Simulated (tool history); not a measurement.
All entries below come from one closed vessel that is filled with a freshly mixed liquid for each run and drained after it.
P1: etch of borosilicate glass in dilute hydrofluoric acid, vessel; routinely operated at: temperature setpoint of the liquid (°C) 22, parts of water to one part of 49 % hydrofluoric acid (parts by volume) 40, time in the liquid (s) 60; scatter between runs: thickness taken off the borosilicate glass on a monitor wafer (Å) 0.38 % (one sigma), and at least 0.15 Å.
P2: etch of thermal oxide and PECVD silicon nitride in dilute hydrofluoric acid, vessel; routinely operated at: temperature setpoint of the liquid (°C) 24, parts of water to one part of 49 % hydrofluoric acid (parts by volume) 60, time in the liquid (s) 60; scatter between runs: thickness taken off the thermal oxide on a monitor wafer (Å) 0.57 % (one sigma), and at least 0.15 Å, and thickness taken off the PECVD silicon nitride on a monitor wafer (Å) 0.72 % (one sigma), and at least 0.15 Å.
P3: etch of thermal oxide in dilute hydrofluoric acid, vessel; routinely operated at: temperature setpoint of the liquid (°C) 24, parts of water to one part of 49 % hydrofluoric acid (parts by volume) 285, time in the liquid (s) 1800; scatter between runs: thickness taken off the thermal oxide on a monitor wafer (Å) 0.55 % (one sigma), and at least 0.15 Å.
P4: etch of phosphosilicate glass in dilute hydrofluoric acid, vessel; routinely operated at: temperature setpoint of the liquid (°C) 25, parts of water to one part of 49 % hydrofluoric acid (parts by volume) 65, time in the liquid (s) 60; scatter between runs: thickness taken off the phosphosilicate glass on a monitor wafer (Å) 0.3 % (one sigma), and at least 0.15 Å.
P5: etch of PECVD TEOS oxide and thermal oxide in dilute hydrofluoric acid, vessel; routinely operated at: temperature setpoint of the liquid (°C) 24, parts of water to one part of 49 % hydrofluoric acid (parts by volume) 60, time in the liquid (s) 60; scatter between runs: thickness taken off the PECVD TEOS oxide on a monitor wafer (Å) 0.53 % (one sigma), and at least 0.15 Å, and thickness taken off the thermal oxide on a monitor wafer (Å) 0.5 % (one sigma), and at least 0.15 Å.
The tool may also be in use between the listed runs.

run,hour,process that ran,temperature setpoint of the liquid (°C),parts of water to one part of 49 % hydrofluoric acid (parts by volume),time in the liquid (s),hours since the thermometer was replaced,hours since the hydrofluoric acid flow meter was replaced,thickness taken off the borosilicate glass on a monitor wafer (Å),thickness taken off the phosphosilicate glass on a monitor wafer (Å),thickness taken off the PECVD TEOS oxide on a monitor wafer (Å),thickness taken off the thermal oxide on a monitor wafer (Å),thickness taken off the PECVD silicon nitride on a monitor wafer (Å)
1,9.5,P1,22,40,60,642.8,1120.3,582.02,,,,
2,15.5,P1,22,40,90,648.8,1126.3,872.05,,,,
3,22.7,P1,22,70,30,656,1133.5,161.39,,,,
4,33,P1,22,20,105,666.3,1143.8,2080.8,,,,
5,40.9,P1,22,40,60,674.2,1151.7,581,,,,
# hour 42.6: thermometer replaced
6,47,P1,22,20,60,4.5,1157.8,1196.7,,,,
7,55,P4,20.5,65,60,12.5,1165.8,,557.38,,,
8,59.7,P4,25,65,60,17.2,1170.5,,668.79,,,
9,68.9,P1,30,40,60,26.4,1179.7,808.04,,,,
10,78.1,P1,17,40,60,35.6,1188.9,467.27,,,,
11,88.3,P5,24,60,60,45.8,1199.1,,,104.68,49.87,
12,98.4,P1,22,55,60,55.9,1209.2,417.07,,,,
13,104.1,P1,22,40,60,61.6,1214.9,581.39,,,,
14,113,P2,17,60,60,70.5,1223.8,,,,36.384,21.627
15,120.8,P1,22,40,60,78.3,1231.6,582.22,,,,
16,127,P3,24,70,1800,84.5,1237.8,,,,1249.3,
17,132.3,P4,25,20,60,89.8,1243.1,,2308.2,,,
18,142.4,P5,30.5,60,60,99.9,1253.2,,,134.75,64.849,
19,147.2,P5,24,20,60,104.7,1258,,,328.97,157.64,
20,155.8,P2,24,60,60,113.3,1266.6,,,,49.253,35.099
21,166.3,P4,25,65,60,123.8,1277.1,,674.02,,,
22,171.4,P2,24,110,60,128.9,1282.2,,,,25.311,19.497
23,182,P3,24,285,1800,139.5,1292.8,,,,239.49,
24,191.1,P1,22,55,90,148.6,1301.9,622.1,,,,
25,197.5,P3,24,285,3415,155,1308.3,,,,455.13,
26,206.4,P3,24,285,1800,163.9,1317.2,,,,241.05,
27,214.7,P5,24,60,60,172.2,1325.5,,,103.76,49.451,
28,221.5,P1,22,40,60,179,1332.3,582.44,,,,
29,228.6,P4,25,65,105,186.1,1339.4,,1176.4,,,
30,238.9,P1,22,40,30,196.4,1349.7,290.97,,,,
31,244.4,P2,24,60,120,201.9,1355.2,,,,97.566,70.002
32,254.3,P5,24,60,120,211.8,1365.1,,,208.34,100.67,
33,263.7,P3,18.5,285,1800,221.2,1374.5,,,,198.13,
34,273.8,P1,22,40,60,231.3,1384.6,585.16,,,,
35,278.8,P1,22,40,60,236.3,1389.6,562.11,,,,
36,286.9,P1,22,40,60,244.4,1397.7,548.57,,,,
37,293.6,P1,22,40,60,251.1,1404.4,543.22,,,,
38,303.2,P1,22,40,60,260.7,1414,535.59,,,,
39,309.9,P1,22,40,60,267.4,1420.7,532.82,,,,
40,319.2,P1,22,40,60,276.7,1430,535.58,,,,

P1 no longer gives what it gave before; its output has crept away from where it was. The following 2 causes, each at its listed size, fit the log equally well:
A: hydrofluoric acid flow below the setpoint (%) = 8.08
B: liquid colder than its thermometer reads (K) = 2.1
Onset of the creep was near hour 273.8.

Question marks stand in for the results of the 4 check runs listed below, each run on one wafer. Under which run would the listed causes show clearly different results?
check 1,328.5,P2,17.5,60,110,,,,,,?,?
check 2,328.5,P4,20.5,30,60,,,,?,,,
check 3,328.5,P3,21,125,1800,,,,,,?,
check 4,328.5,P5,24,40,95,,,,,?,?,

What each check would give under each cause:
check,result,if A,if B
check 1,thickness taken off the thermal oxide on a monitor wafer (Å),62.35,62.281
check 1,thickness taken off the PECVD silicon nitride on a monitor wafer (Å),37.787,35.318
check 2,thickness taken off the phosphosilicate glass on a monitor wafer (Å),1155.5,1151.7
check 3,thickness taken off the thermal oxide on a monitor wafer (Å),524.35,530.35
check 4,thickness taken off the PECVD TEOS oxide on a monitor wafer (Å),232.17,232.45
check 4,thickness taken off the thermal oxide on a monitor wafer (Å),111.5,111.64
Distance between the nearest two causes, measured in the result of the check that separates them most: check 1 6.76 %; check 2 0.33 %; check 3 1.14 %; check 4 0.12 %
The other checks would show nearly matching results whichever cause is true, so check 1 is the only one that separates the causes.

With check 1 done, the readings were: thickness taken off the thermal oxide on a monitor wafer (Å) 61.599; thickness taken off the PECVD silicon nitride on a monitor wafer (Å) 35.143. Identify which of the listed causes applies.

The correct cause is B, namely: liquid colder than its thermometer reads (K).
